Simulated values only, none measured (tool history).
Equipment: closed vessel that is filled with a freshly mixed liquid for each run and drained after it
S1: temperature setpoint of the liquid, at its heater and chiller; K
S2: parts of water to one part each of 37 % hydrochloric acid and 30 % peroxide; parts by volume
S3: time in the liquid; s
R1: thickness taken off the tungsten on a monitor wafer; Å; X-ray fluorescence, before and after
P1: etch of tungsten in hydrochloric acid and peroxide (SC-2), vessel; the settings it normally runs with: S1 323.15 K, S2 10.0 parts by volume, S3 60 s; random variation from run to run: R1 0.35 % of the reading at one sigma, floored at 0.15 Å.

| run | hour | S1 | S2 | S3 | R1 |
|---|---|---|---|---|---|
| 1 | 5.6 | 323.15 | 10.0 | 60 | 212.310 |
| 2 | 14.5 | 323.15 | 18.5 | 60 | 124.910 |
| 3 | 24.3 | 323.15 | 10.0 | 60 | 212.730 |
| 4 | 32.7 | 323.15 | 10.0 | 30 | 106.500 |
| 5 | 44.9 | 323.15 | 10.0 | 95 | 337.560 |
| 6 | 53.7 | 311.15 | 4.0 | 60 | 186.810 |
| 7 | 64.5 | 315.65 | 4.0 | 60 | 255.270 |
| 8 | 76.5 | 323.15 | 4.0 | 60 | 427.280 |
| 9 | 82.8 | 308.15 | 10.0 | 60 | 74.675 |
| 10 | 94.1 | 323.15 | 10.0 | 60 | 213.360 |
| 11 | 106.6 | 335.15 | 10.0 | 60 | 459.920 |
|  | 117.2 | new drum of peroxide connected |
| 12 | 119.1 | 323.15 | 10.0 | 60 | 213.000 |
| 13 | 125.7 | 323.15 | 6.5 | 30 | 150.980 |
| 14 | 136.2 | 323.15 | 10.0 | 60 | 213.510 |
| 15 | 147.5 | 323.15 | 10.0 | 60 | 212.930 |

Run 16 is up next; what results do you expect?
| 16 | 153.8 | 323.15 | 10.0 | 60 | ? |

{"run 16": {"R1": 218.98}}

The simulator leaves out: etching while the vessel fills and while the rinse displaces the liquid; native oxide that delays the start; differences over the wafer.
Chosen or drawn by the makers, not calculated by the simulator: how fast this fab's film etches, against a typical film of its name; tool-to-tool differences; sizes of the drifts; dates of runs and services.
